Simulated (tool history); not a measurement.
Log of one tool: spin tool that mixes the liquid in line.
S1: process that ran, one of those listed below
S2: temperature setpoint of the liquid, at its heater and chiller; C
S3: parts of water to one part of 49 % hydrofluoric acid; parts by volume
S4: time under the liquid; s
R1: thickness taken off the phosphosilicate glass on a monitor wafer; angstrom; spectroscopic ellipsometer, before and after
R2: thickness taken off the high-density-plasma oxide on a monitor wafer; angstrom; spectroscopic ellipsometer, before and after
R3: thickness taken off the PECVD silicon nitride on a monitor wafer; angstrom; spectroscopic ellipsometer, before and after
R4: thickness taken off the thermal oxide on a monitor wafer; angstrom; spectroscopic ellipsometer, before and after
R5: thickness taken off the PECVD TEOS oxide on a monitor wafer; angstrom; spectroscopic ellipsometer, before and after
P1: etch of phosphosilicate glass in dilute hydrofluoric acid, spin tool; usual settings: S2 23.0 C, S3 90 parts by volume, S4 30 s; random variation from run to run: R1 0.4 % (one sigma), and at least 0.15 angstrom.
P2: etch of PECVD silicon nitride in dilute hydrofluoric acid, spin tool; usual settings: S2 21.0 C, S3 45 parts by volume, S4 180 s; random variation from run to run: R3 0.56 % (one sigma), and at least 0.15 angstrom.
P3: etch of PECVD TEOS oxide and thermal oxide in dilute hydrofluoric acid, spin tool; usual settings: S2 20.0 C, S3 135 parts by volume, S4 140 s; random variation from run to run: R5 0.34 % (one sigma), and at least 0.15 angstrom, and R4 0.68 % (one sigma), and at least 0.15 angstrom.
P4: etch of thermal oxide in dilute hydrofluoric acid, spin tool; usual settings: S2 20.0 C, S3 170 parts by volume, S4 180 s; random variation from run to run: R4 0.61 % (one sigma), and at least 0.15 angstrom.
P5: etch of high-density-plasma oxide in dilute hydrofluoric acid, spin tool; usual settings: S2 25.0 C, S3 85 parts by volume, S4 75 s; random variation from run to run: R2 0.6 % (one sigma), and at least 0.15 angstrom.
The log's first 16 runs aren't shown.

| run | hour | S1 | S2 | S3 | S4 | R1 | R2 | R3 | R4 | R5 |
|---|---|---|---|---|---|---|---|---|---|---|
| 17 | 140.3 | P3 | 17.0 | 135 | 140 |  |  |  | 35.899 | 125.980 |
| 18 | 151.4 | P2 | 21.0 | 65 | 180 |  |  | 93.267 |  |  |
| 19 | 158.6 | P4 | 20.0 | 170 | 180 |  |  |  | 40.557 |  |
| 20 | 166.5 | P1 | 23.0 | 160 | 30 | 226.89 |  |  |  |  |
| 21 | 172.8 | P1 | 23.0 | 90 | 30 | 432.68 |  |  |  |  |
| 22 | 180.0 | P3 | 20.0 | 215 | 140 |  |  |  | 23.806 | 81.627 |
| 23 | 188.7 | P1 | 23.0 | 90 | 30 | 439.28 |  |  |  |  |
| 24 | 197.5 | P1 | 23.0 | 45 | 30 | 917.79 |  |  |  |  |
| 25 | 208.4 | P5 | 25.0 | 20 | 75 |  | 217.660 |  |  |  |
| 26 | 215.3 | P4 | 20.0 | 295 | 180 |  |  |  | 20.658 |  |
| 27 | 224.9 | P5 | 25.0 | 85 | 75 |  | 46.634 |  |  |  |
| 28 | 232.0 | P1 | 23.0 | 90 | 30 | 436.29 |  |  |  |  |
| 29 | 242.6 | P1 | 23.0 | 90 | 15 | 219.07 |  |  |  |  |
| 30 | 248.8 | P1 | 23.0 | 90 | 30 | 433.16 |  |  |  |  |
| 31 | 255.3 | P5 | 25.0 | 85 | 20 |  | 12.830 |  |  |  |
| 32 | 260.8 | P1 | 23.0 | 90 | 30 | 437.91 |  |  |  |  |
| 33 | 267.5 | P1 | 23.0 | 90 | 30 | 429.17 |  |  |  |  |
| 34 | 273.0 | P1 | 23.0 | 90 | 30 | 420.41 |  |  |  |  |
| 35 | 283.6 | P1 | 23.0 | 90 | 30 | 413.53 |  |  |  |  |
| 36 | 292.4 | P1 | 23.0 | 90 | 30 | 409.81 |  |  |  |  |
| 37 | 301.6 | P1 | 23.0 | 90 | 30 | 406.39 |  |  |  |  |
| 38 | 311.2 | P1 | 23.0 | 90 | 30 | 404.29 |  |  |  |  |
| 39 | 318.8 | P1 | 23.0 | 90 | 30 | 404.86 |  |  |  |  |

The next listed run, before its measurement:
| 40 | 328.6 | P1 | 23.0 | 90 | 30 | ? |  |  |  |  |

R1: 404.10 angstrom
